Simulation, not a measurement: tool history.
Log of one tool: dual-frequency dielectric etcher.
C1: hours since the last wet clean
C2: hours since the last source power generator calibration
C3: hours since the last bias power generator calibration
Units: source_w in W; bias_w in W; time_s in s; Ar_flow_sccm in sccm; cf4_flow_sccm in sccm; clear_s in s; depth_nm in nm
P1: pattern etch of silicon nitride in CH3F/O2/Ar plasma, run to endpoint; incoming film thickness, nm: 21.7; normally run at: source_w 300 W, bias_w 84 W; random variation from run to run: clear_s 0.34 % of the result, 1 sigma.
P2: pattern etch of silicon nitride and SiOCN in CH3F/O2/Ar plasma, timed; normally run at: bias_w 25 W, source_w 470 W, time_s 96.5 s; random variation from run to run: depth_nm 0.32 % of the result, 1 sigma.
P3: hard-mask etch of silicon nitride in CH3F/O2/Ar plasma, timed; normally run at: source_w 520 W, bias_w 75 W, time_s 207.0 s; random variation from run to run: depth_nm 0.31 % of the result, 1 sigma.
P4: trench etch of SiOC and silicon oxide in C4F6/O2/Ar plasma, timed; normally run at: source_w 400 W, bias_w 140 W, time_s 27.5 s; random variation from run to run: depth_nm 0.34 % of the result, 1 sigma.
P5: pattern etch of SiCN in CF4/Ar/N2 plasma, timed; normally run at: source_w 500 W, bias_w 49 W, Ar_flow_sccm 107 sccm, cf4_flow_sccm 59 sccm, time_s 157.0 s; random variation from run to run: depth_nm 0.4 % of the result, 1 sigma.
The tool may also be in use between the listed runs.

{"run": 1, "hour": 4.4, "process": "P1", "source_w": 300, "bias_w": 84, "C1": 45.5, "C2": 1413.6, "C3": 1252.2, "clear_s": 33.57}
{"run": 2, "hour": 9.9, "process": "P4", "source_w": 400, "bias_w": 194, "time_s": 27.5, "C1": 51.0, "C2": 1419.1, "C3": 1257.7, "depth_nm": 57.454}
{"run": 3, "hour": 13.7, "process": "P4", "source_w": 400, "bias_w": 140, "time_s": 33.5, "C1": 54.8, "C2": 1422.9, "C3": 1261.5, "depth_nm": 63.974}
{"run": 4, "hour": 20.2, "process": "P1", "source_w": 300, "bias_w": 84, "C1": 61.3, "C2": 1429.4, "C3": 1268.0, "clear_s": 33.396}
{"run": 5, "hour": 28.8, "process": "P5", "source_w": 500, "bias_w": 49, "time_s": 157.0, "Ar_flow_sccm": 107, "cf4_flow_sccm": 59, "C1": 69.9, "C2": 1438.0, "C3": 1276.6, "depth_nm": 122.39}
{"run": 6, "hour": 36.7, "process": "P3", "source_w": 520, "bias_w": 75, "time_s": 290.0, "C1": 77.8, "C2": 1445.9, "C3": 1284.5, "depth_nm": 222.91}
{"run": 7, "hour": 41.7, "process": "P1", "source_w": 230, "bias_w": 114, "C1": 82.8, "C2": 1450.9, "C3": 1289.5, "clear_s": 32.951}
{"run": 8, "hour": 48.9, "process": "P3", "source_w": 520, "bias_w": 75, "time_s": 207.0, "C1": 90.0, "C2": 1458.1, "C3": 1296.7, "depth_nm": 158.14}
{"run": 9, "hour": 54.7, "process": "P2", "source_w": 470, "bias_w": 20, "time_s": 96.5, "C1": 95.8, "C2": 1463.9, "C3": 1302.5, "depth_nm": 13.208}
{"run": 10, "hour": 59.2, "process": "P5", "source_w": 500, "bias_w": 49, "time_s": 157.0, "Ar_flow_sccm": 107, "cf4_flow_sccm": 70, "C1": 100.3, "C2": 1468.4, "C3": 1307.0, "depth_nm": 126.79}
{"run": 11, "hour": 65.6, "process": "P5", "source_w": 500, "bias_w": 49, "time_s": 86.5, "Ar_flow_sccm": 107, "cf4_flow_sccm": 59, "C1": 106.7, "C2": 1474.8, "C3": 1313.4, "depth_nm": 67.851}
{"run": 12, "hour": 74.4, "process": "P1", "source_w": 300, "bias_w": 64, "C1": 115.5, "C2": 1483.6, "C3": 1322.2, "clear_s": 36.958}
{"run": 13, "hour": 82.2, "process": "P4", "source_w": 400, "bias_w": 140, "time_s": 27.5, "C1": 123.3, "C2": 1491.4, "C3": 1330.0, "depth_nm": 52.251}
{"run": 14, "hour": 90.3, "process": "P1", "source_w": 300, "bias_w": 84, "C1": 131.4, "C2": 1499.5, "C3": 1338.1, "clear_s": 33.596}
{"run": 15, "hour": 94.1, "process": "P2", "source_w": 470, "bias_w": 25, "time_s": 96.5, "C1": 135.2, "C2": 1503.3, "C3": 1341.9, "depth_nm": 14.56}
{"run": 16, "hour": 98.8, "process": "P3", "source_w": 520, "bias_w": 45, "time_s": 207.0, "C1": 139.9, "C2": 1508.0, "C3": 1346.6, "depth_nm": 135.04}
{"run": 17, "hour": 104.9, "process": "P5", "source_w": 500, "bias_w": 49, "time_s": 157.0, "Ar_flow_sccm": 135, "cf4_flow_sccm": 59, "C1": 146.0, "C2": 1514.1, "C3": 1352.7, "depth_nm": 117.58}
{"run": 18, "hour": 111.0, "process": "P1", "source_w": 220, "bias_w": 84, "C1": 152.1, "C2": 1520.2, "C3": 1358.8, "clear_s": 37.609}
{"run": 19, "hour": 118.3, "process": "P5", "source_w": 680, "bias_w": 49, "time_s": 157.0, "Ar_flow_sccm": 107, "cf4_flow_sccm": 59, "C1": 159.4, "C2": 1527.5, "C3": 1366.1, "depth_nm": 162.28}
{"run": 20, "hour": 122.2, "process": "P1", "source_w": 420, "bias_w": 84, "C1": 163.3, "C2": 1531.4, "C3": 1370.0, "clear_s": 29.49}
{"run": 21, "hour": 128.5, "process": "P5", "source_w": 500, "bias_w": 61, "time_s": 157.0, "Ar_flow_sccm": 107, "cf4_flow_sccm": 59, "C1": 169.6, "C2": 1537.7, "C3": 1376.3, "depth_nm": 132.02}
{"run": 22, "hour": 136.0, "process": "P4", "source_w": 260, "bias_w": 140, "time_s": 27.5, "C1": 177.1, "C2": 1545.2, "C3": 1383.8, "depth_nm": 44.297}
{"run": 23, "hour": 141.0, "process": "P3", "source_w": 650, "bias_w": 75, "time_s": 207.0, "C1": 182.1, "C2": 1550.2, "C3": 1388.8, "depth_nm": 173.43}
{"run": 24, "hour": 146.9, "process": "P1", "source_w": 300, "bias_w": 84, "C1": 188.0, "C2": 1556.1, "C3": 1394.7, "clear_s": 33.473}
{"run": 25, "hour": 154.5, "process": "P2", "source_w": 470, "bias_w": 25, "time_s": 72.0, "C1": 195.6, "C2": 1563.7, "C3": 1402.3, "depth_nm": 10.827}
{"run": 26, "hour": 162.7, "process": "P1", "source_w": 300, "bias_w": 118, "C1": 203.8, "C2": 1571.9, "C3": 1410.5, "clear_s": 29.562}
{"run": 27, "hour": 168.8, "process": "P2", "source_w": 620, "bias_w": 25, "time_s": 96.5, "C1": 209.9, "C2": 1578.0, "C3": 1416.6, "depth_nm": 15.981}
{"run": 28, "hour": 176.7, "process": "P1", "source_w": 300, "bias_w": 84, "C1": 217.8, "C2": 1585.9, "C3": 1424.5, "clear_s": 33.604}
{"run": 29, "hour": 180.7, "process": "P1", "source_w": 300, "bias_w": 84, "C1": 221.8, "C2": 1589.9, "C3": 1428.5, "clear_s": 33.466}
{"run": 30, "hour": 189.5, "process": "P1", "source_w": 300, "bias_w": 84, "C1": 230.6, "C2": 1598.7, "C3": 1437.3, "clear_s": 32.98}

Run 31 comes next. What will it give?
{"run": 31, "hour": 194.7, "process": "P1", "source_w": 300, "bias_w": 84, "C1": 235.8, "C2": 1603.9, "C3": 1442.5, "clear_s": "?"}

{"run 31": {"clear_s": 32.815}}
